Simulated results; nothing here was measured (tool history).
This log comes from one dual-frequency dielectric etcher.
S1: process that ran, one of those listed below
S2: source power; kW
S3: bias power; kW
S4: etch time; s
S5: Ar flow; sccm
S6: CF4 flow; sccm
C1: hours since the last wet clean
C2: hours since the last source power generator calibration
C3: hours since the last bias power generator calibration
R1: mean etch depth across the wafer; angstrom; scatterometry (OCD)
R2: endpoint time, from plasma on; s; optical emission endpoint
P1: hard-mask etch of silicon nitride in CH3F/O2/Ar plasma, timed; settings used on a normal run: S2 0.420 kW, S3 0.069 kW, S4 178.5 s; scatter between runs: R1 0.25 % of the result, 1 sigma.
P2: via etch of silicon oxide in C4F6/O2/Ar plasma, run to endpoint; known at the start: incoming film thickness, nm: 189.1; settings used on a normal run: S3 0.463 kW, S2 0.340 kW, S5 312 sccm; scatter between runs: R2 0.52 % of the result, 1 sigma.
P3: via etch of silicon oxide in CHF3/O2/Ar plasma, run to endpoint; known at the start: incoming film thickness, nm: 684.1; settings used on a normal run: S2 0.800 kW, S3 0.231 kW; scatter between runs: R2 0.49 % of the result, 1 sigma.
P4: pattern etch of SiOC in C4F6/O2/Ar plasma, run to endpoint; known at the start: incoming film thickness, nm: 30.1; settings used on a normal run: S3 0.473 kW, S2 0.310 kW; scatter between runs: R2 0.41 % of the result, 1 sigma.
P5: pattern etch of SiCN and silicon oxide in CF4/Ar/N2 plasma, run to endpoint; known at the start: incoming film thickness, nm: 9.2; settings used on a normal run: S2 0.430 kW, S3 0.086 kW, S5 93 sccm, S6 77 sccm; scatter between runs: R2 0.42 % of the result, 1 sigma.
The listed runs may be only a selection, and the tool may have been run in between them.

Run 1, hour 6.0: S1 P1, S2 0.420 kW, S3 0.069 kW, S4 178.5 s; C1 359.0; C2 2255.9; C3 1048.0. Result: R1 1248.90 angstrom.
Run 2, hour 16.0: S1 P4, S2 0.310 kW, S3 0.620 kW; C1 369.0; C2 2265.9; C3 1058.0. Result: R2 10.0450 s.
Run 3, hour 25.7: S1 P3, S2 0.800 kW, S3 0.315 kW; C1 378.7; C2 2275.6; C3 1067.7. Result: R2 248.9600 s.
Run 4, hour 32.3: S1 P1, S2 0.420 kW, S3 0.069 kW, S4 178.5 s; C1 385.3; C2 2282.2; C3 1074.3. Result: R1 1243.50 angstrom.
Run 5, hour 40.2: S1 P1, S2 0.420 kW, S3 0.069 kW, S4 178.5 s; C1 393.2; C2 2290.1; C3 1082.2. Result: R1 1248.00 angstrom.
Run 6, hour 48.3: S1 P5, S2 0.430 kW, S3 0.086 kW, S5 93 sccm, S6 77 sccm; C1 401.3; C2 2298.2; C3 1090.3. Result: R2 9.9258 s.
Run 7, hour 58.7: S1 P1, S2 0.420 kW, S3 0.069 kW, S4 178.5 s; C1 411.7; C2 2308.6; C3 1100.7. Result: R1 1243.20 angstrom.
Run 8, hour 71.6: S1 P2, S2 0.340 kW, S3 0.463 kW, S5 423 sccm; C1 424.6; C2 2321.5; C3 1113.6. Result: R2 47.9950 s.
Run 9, hour 83.4: S1 P5, S2 0.510 kW, S3 0.086 kW, S5 93 sccm, S6 77 sccm; C1 436.4; C2 2333.3; C3 1125.4. Result: R2 8.6145 s.
Run 10, hour 96.5: S1 P1, S2 0.570 kW, S3 0.069 kW, S4 178.5 s; C1 449.5; C2 2346.4; C3 1138.5. Result: R1 1402.80 angstrom.
Run 11, hour 106.5: S1 P1, S2 0.330 kW, S3 0.069 kW, S4 178.5 s; C1 459.5; C2 2356.4; C3 1148.5. Result: R1 1137.80 angstrom.
Run 12, hour 112.6: S1 P5, S2 0.430 kW, S3 0.086 kW, S5 129 sccm, S6 77 sccm; C1 465.6; C2 2362.5; C3 1154.6. Result: R2 10.3030 s.
Run 13, hour 124.3: S1 P1, S2 0.420 kW, S3 0.069 kW, S4 98.0 s; C1 477.3; C2 2374.2; C3 1166.3. Result: R1 684.16 angstrom.
Run 14, hour 137.0: S1 P2, S2 0.340 kW, S3 0.553 kW, S5 312 sccm; C1 490.0; C2 2386.9; C3 1179.0. Result: R2 43.7240 s.
Run 15, hour 147.1: S1 P2, S2 0.410 kW, S3 0.463 kW, S5 312 sccm; C1 500.1; C2 2397.0; C3 1189.1. Result: R2 43.4960 s.
Run 16, hour 157.8: S1 P1, S2 0.420 kW, S3 0.069 kW, S4 178.5 s; C1 510.8; C2 2407.7; C3 1199.8. Result: R1 1244.20 angstrom.
Run 17, hour 168.2: S1 P1, S2 0.420 kW, S3 0.048 kW, S4 178.5 s; C1 521.2; C2 2418.1; C3 1210.2. Result: R1 1110.40 angstrom.
Run 18, hour 174.6: S1 P2, S2 0.340 kW, S3 0.463 kW, S5 312 sccm; C1 527.6; C2 2424.5; C3 1216.6. Result: R2 46.4440 s.
Run 19, hour 181.0: S1 P3, S2 0.650 kW, S3 0.231 kW; C1 534.0; C2 2430.9; C3 1223.0. Result: R2 302.9400 s.
Run 20, hour 190.5: S1 P1, S2 0.420 kW, S3 0.069 kW, S4 178.5 s; C1 543.5; C2 2440.4; C3 1232.5. Result: R1 1250.70 angstrom.
Run 21, hour 197.3: S1 P4, S2 0.310 kW, S3 0.473 kW; C1 550.3; C2 2447.2; C3 1239.3. Result: R2 11.1910 s.
Run 22, hour 204.7: S1 P5, S2 0.430 kW, S3 0.070 kW, S5 93 sccm, S6 77 sccm; C1 557.7; C2 2454.6; C3 1246.7. Result: R2 10.5360 s.
Run 23, hour 212.5: S1 P1, S2 0.420 kW, S3 0.045 kW, S4 223.5 s; C1 565.5; C2 2462.4; C3 1254.5. Result: R1 1359.10 angstrom.
Run 24, hour 223.9: S1 P5, S2 0.430 kW, S3 0.086 kW, S5 93 sccm, S6 101 sccm; C1 576.9; C2 2473.8; C3 1265.9. Result: R2 9.5576 s.
Run 25, hour 234.0: S1 P1, S2 0.420 kW, S3 0.085 kW, S4 178.5 s; C1 587.0; C2 2483.9; C3 1276.0. Result: R1 1340.40 angstrom.
Run 26, hour 245.8: S1 P5, S2 0.430 kW, S3 0.086 kW, S5 93 sccm, S6 77 sccm; C1 598.8; C2 2495.7; C3 1287.8. Result: R2 9.9146 s.
Run 27, hour 257.2: S1 P1, S2 0.420 kW, S3 0.056 kW, S4 99.5 s; C1 610.2; C2 2507.1; C3 1299.2. Result: R1 649.18 angstrom.
Run 28, hour 269.0: S1 P1, S2 0.260 kW, S3 0.093 kW, S4 178.5 s; C1 622.0; C2 2518.9; C3 1311.0. Result: R1 1162.90 angstrom.
Run 29, hour 279.2: S1 P3, S2 0.800 kW, S3 0.231 kW; C1 632.2; C2 2529.1; C3 1321.2. Result: R2 281.0000 s.
Run 30, hour 286.3: S1 P1, S2 0.420 kW, S3 0.069 kW, S4 261.5 s; C1 639.3; C2 2536.2; C3 1328.3. Result: R1 1826.20 angstrom.
Run 31, hour 299.0: S1 P1, S2 0.420 kW, S3 0.069 kW, S4 178.5 s; C1 652.0; C2 2548.9; C3 1341.0. Result: R1 1247.70 angstrom.
Run 32, hour 306.7: S1 P4, S2 0.440 kW, S3 0.473 kW; C1 659.7; C2 2556.6; C3 1348.7. Result: R2 9.9005 s.
Run 33, hour 312.8: S1 P3, S2 0.800 kW, S3 0.231 kW; C1 665.8; C2 2562.7; C3 1354.8. Result: R2 280.3200 s.
Run 34, hour 321.5: S1 P1, S2 0.420 kW, S3 0.069 kW, S4 178.5 s; C1 674.5; C2 2571.4; C3 1363.5. Result: R1 1245.40 angstrom.
Run 35, hour 327.7: S1 P1, S2 0.420 kW, S3 0.069 kW, S4 178.5 s; C1 680.7; C2 2577.6; C3 1369.7. Result: R1 1255.20 angstrom.
Run 36, hour 338.3: S1 P1, S2 0.420 kW, S3 0.069 kW, S4 178.5 s; C1 691.3; C2 2588.2; C3 1380.3. Result: R1 1260.80 angstrom.
Run 37, hour 350.0: S1 P1, S2 0.420 kW, S3 0.069 kW, S4 178.5 s; C1 703.0; C2 2599.9; C3 1392.0. Result: R1 1267.10 angstrom.
At hour 355.8: wet clean of the chamber.
Run 38, hour 360.0: S1 P1, S2 0.420 kW, S3 0.069 kW, S4 178.5 s; C1 4.3; C2 2609.9; C3 1402.0. Result: R1 1265.10 angstrom.
Run 39, hour 370.0: S1 P1, S2 0.420 kW, S3 0.069 kW, S4 178.5 s; C1 14.3; C2 2619.9; C3 1412.0. Result: R1 1261.80 angstrom.
Run 40, hour 379.4: S1 P1, S2 0.420 kW, S3 0.069 kW, S4 178.5 s; C1 23.7; C2 2629.3; C3 1421.4. Result: R1 1272.50 angstrom.
Run 41, hour 386.2: S1 P1, S2 0.420 kW, S3 0.069 kW, S4 178.5 s; C1 30.5; C2 2636.1; C3 1428.2. Result: R1 1264.70 angstrom.
Run 42, hour 392.1: S1 P1, S2 0.420 kW, S3 0.069 kW, S4 178.5 s; C1 36.4; C2 2642.0; C3 1434.1. Result: R1 1263.40 angstrom.
Run 43, hour 401.4: S1 P1, S2 0.420 kW, S3 0.069 kW, S4 178.5 s; C1 45.7; C2 2651.3; C3 1443.4. Result: R1 1262.00 angstrom.

The log shows P1 creeping away from where it was. Any of the 2 causes listed here, at the size stated for it, fits the log just as well as the others:
A: bias power that arrives over what is set, % = 4.77
B: source power that arrives over what is set, % = 4.25
The creep began at about hour 321.5.
What rules out each remaining cause:
chamber walls in a state that raises the etch rate, %: work on it at hour 355.8, done after the drift set in, did not restore what the process gave before

The list below offers 4 check runs, each averaging the results of 3 wafers, and shows each result as a question mark. For which of them would the listed causes give clearly different results?
Run check 1, hour 410.7: S1 P3, S2 0.800 kW, S3 0.231 kW. Result: R2 ?.
Run check 2, hour 410.7: S1 P5, S2 0.430 kW, S3 0.086 kW, S5 93 sccm, S6 77 sccm. Result: R2 ?.
Run check 3, hour 410.7: S1 P4, S2 0.310 kW, S3 0.473 kW. Result: R2 ?.
Run check 4, hour 410.7: S1 P2, S2 0.340 kW, S3 0.463 kW, S5 312 sccm. Result: R2 ?.

What every check run would give for each of its results, assuming each possible cause in turn:
  check  result      if A      if B
check 1      R2  274.4200  274.5300
check 2      R2    9.7484    9.5496
check 3      R2   11.0050   11.0300
check 4      R2   45.7860   45.8800
How far apart the two closest causes lie, in the result that separates them most: check 1 0.04 %; check 2 2.06 %; check 3 0.22 %; check 4 0.21 %
Of the check runs offered, only check 2 discriminates between the causes; the rest would read about the same regardless of which cause applies.

Here is what check 2 returned: R2 9.5623 s. Which cause is it?

It is B: source power that arrives over what is set, %.
